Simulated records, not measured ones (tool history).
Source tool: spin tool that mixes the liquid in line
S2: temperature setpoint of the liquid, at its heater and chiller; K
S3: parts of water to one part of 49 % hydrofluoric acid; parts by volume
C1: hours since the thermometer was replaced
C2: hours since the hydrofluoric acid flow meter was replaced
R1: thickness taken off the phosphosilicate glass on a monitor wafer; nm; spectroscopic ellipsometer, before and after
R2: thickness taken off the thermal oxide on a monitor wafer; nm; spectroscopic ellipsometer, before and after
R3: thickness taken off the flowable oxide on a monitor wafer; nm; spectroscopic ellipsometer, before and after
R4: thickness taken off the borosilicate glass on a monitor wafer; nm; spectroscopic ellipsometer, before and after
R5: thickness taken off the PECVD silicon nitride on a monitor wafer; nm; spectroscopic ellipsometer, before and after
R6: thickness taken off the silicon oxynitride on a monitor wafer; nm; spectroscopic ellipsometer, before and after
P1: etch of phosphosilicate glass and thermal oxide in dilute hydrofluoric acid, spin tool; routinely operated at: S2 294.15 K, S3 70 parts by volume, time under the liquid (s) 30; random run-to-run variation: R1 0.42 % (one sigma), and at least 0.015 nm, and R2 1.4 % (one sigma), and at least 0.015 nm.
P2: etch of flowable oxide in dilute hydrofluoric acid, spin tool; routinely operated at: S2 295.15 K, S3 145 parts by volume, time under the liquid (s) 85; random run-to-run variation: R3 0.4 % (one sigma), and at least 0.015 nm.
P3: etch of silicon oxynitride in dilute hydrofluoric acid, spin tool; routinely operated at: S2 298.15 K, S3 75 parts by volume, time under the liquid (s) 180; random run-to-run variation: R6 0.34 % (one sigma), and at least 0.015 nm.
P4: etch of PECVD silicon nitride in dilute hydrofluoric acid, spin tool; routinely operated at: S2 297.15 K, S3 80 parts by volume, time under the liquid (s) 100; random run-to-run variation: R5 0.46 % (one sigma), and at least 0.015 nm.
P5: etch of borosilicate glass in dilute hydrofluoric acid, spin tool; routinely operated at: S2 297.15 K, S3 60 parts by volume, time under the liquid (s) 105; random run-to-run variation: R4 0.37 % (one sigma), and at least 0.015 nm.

Run 1, day 0.412: process that ran P1, S2 294.15 K, S3 70 parts by volume, time under the liquid (s) 30; C1 382.4; C2 365.2. Result: R1 82.942 nm, R2 2.0407 nm.
Run 2, day 0.958: process that ran P2, S2 295.15 K, S3 30 parts by volume, time under the liquid (s) 85; C1 395.5; C2 378.3. Result: R3 84.955 nm.
Run 3, day 1.558: process that ran P1, S2 294.15 K, S3 35 parts by volume, time under the liquid (s) 30; C1 409.9; C2 392.7. Result: R1 173.38 nm, R2 4.3291 nm.
Run 4, day 2.175: process that ran P1, S2 299.15 K, S3 70 parts by volume, time under the liquid (s) 30; C1 424.7; C2 407.5. Result: R1 101.23 nm, R2 2.4806 nm.
Run 5, day 2.725: process that ran P5, S2 297.15 K, S3 25 parts by volume, time under the liquid (s) 105; C1 437.9; C2 420.7. Result: R4 122.24 nm.
Run 6, day 3.121: process that ran P2, S2 290.15 K, S3 145 parts by volume, time under the liquid (s) 85; C1 447.4; C2 430.2. Result: R3 12.666 nm.
Run 7, day 3.771: process that ran P4, S2 297.15 K, S3 80 parts by volume, time under the liquid (s) 100; C1 463; C2 445.8. Result: R5 6.823 nm.
Run 8, day 4.183: process that ran P5, S2 304.15 K, S3 60 parts by volume, time under the liquid (s) 105; C1 472.9; C2 455.7. Result: R4 64.405 nm.
Run 9, day 4.758: process that ran P1, S2 290.15 K, S3 70 parts by volume, time under the liquid (s) 30; C1 486.7; C2 469.5. Result: R1 69.968 nm, R2 1.6661 nm.
Run 10, day 5.179: process that ran P4, S2 297.15 K, S3 130 parts by volume, time under the liquid (s) 100; C1 496.8; C2 479.6. Result: R5 4.2398 nm.
Run 11, day 5.854: process that ran P1, S2 294.15 K, S3 70 parts by volume, time under the liquid (s) 60; C1 513; C2 495.8. Result: R1 165.21 nm, R2 4.1203 nm.
Run 12, day 6.192: process that ran P1, S2 294.15 K, S3 70 parts by volume, time under the liquid (s) 30; C1 521.1; C2 503.9. Result: R1 82.586 nm, R2 2.0173 nm.
Run 13, day 6.867: process that ran P1, S2 294.15 K, S3 105 parts by volume, time under the liquid (s) 55; C1 537.3; C2 520.1. Result: R1 96.451 nm, R2 2.3809 nm.
Run 14, day 7.504: process that ran P5, S2 297.15 K, S3 60 parts by volume, time under the liquid (s) 105; C1 552.6; C2 535.4. Result: R4 48.911 nm.
Run 15, day 8.046: process that ran P1, S2 294.15 K, S3 70 parts by volume, time under the liquid (s) 30; C1 565.6; C2 548.4. Result: R1 82.719 nm, R2 2.0334 nm.
Run 16, day 8.562: process that ran P3, S2 298.15 K, S3 75 parts by volume, time under the liquid (s) 295; C1 578; C2 560.8. Result: R6 13.36 nm.
At day 8.846: thermometer replaced.
Run 17, day 9.096: process that ran P1, S2 294.15 K, S3 70 parts by volume, time under the liquid (s) 30; C1 6; C2 573.6. Result: R1 82.297 nm, R2 2.0316 nm.
At day 9.15: hydrofluoric acid flow meter replaced.
Run 18, day 9.492: process that ran P5, S2 297.15 K, S3 60 parts by volume, time under the liquid (s) 105; C1 15.5; C2 8.3. Result: R4 48.701 nm.
Run 19, day 10.025: process that ran P2, S2 295.15 K, S3 145 parts by volume, time under the liquid (s) 85; C1 28.3; C2 21.1. Result: R3 15.245 nm.
Run 20, day 10.375: process that ran P4, S2 305.15 K, S3 80 parts by volume, time under the liquid (s) 100; C1 36.7; C2 29.5. Result: R5 11.322 nm.
Run 21, day 11.075: process that ran P3, S2 298.15 K, S3 75 parts by volume, time under the liquid (s) 180; C1 53.5; C2 46.3. Result: R6 8.1855 nm.
Run 22, day 11.567: process that ran P4, S2 297.15 K, S3 80 parts by volume, time under the liquid (s) 160; C1 65.3; C2 58.1. Result: R5 10.815 nm.
Run 23, day 12.092: process that ran P3, S2 298.15 K, S3 140 parts by volume, time under the liquid (s) 180; C1 77.9; C2 70.7. Result: R6 4.1318 nm.
Run 24, day 12.762: process that ran P2, S2 295.15 K, S3 145 parts by volume, time under the liquid (s) 85; C1 94; C2 86.8. Result: R3 15.344 nm.
Run 25, day 13.267: process that ran P3, S2 302.65 K, S3 75 parts by volume, time under the liquid (s) 180; C1 106.1; C2 98.9. Result: R6 10.153 nm.
Run 26, day 13.654: process that ran P5, S2 297.15 K, S3 60 parts by volume, time under the liquid (s) 20; C1 115.4; C2 108.2. Result: R4 9.2513 nm.
Run 27, day 14.079: process that ran P1, S2 294.15 K, S3 125 parts by volume, time under the liquid (s) 30; C1 125.6; C2 118.4. Result: R1 43.349 nm, R2 1.079 nm.
Run 28, day 14.692: process that ran P1, S2 294.15 K, S3 70 parts by volume, time under the liquid (s) 15; C1 140.3; C2 133.1. Result: R1 41.407 nm, R2 1.0116 nm.
Run 29, day 15.321: process that ran P1, S2 294.15 K, S3 70 parts by volume, time under the liquid (s) 30; C1 155.4; C2 148.2. Result: R1 82.723 nm, R2 2.0289 nm.
Run 30, day 15.858: process that ran P2, S2 295.15 K, S3 145 parts by volume, time under the liquid (s) 160; C1 168.3; C2 161.1. Result: R3 28.865 nm.
Run 31, day 16.2: process that ran P1, S2 294.15 K, S3 70 parts by volume, time under the liquid (s) 30; C1 176.5; C2 169.3. Result: R1 82.844 nm, R2 2.0075 nm.
Run 32, day 16.733: process that ran P1, S2 294.15 K, S3 70 parts by volume, time under the liquid (s) 30; C1 189.3; C2 182.1. Result: R1 80.674 nm, R2 1.9686 nm.
Run 33, day 17.296: process that ran P1, S2 294.15 K, S3 70 parts by volume, time under the liquid (s) 30; C1 202.8; C2 195.6. Result: R1 79.115 nm, R2 1.9464 nm.
Run 34, day 17.704: process that ran P1, S2 294.15 K, S3 70 parts by volume, time under the liquid (s) 30; C1 212.6; C2 205.4. Result: R1 78.782 nm, R2 1.919 nm.
Run 35, day 18.225: process that ran P1, S2 294.15 K, S3 70 parts by volume, time under the liquid (s) 30; C1 225.1; C2 217.9. Result: R1 78.387 nm, R2 1.9407 nm.
Run 36, day 18.921: process that ran P1, S2 294.15 K, S3 70 parts by volume, time under the liquid (s) 30; C1 241.8; C2 234.6. Result: R1 77.504 nm, R2 1.8735 nm.
Run 37, day 19.462: process that ran P1, S2 294.15 K, S3 70 parts by volume, time under the liquid (s) 30; C1 254.8; C2 247.6. Result: R1 77.346 nm, R2 1.8853 nm.
Run 38, day 19.938: process that ran P1, S2 294.15 K, S3 70 parts by volume, time under the liquid (s) 30; C1 266.2; C2 259. Result: R1 77.954 nm, R2 1.9069 nm.
Run 39, day 20.458: process that ran P1, S2 294.15 K, S3 70 parts by volume, time under the liquid (s) 30; C1 278.7; C2 271.5. Result: R1 77.276 nm, R2 1.9145 nm.

Run 40, settings as shown, results not yet in. Your forecast:
Run 40, day 21.121: process that ran P1, S2 294.15 K, S3 70 parts by volume, time under the liquid (s) 30; C1 294.6; C2 287.4. Result: R1 ?, R2 ?.

R1: 77.24 nm
R2: 1.9163 nm
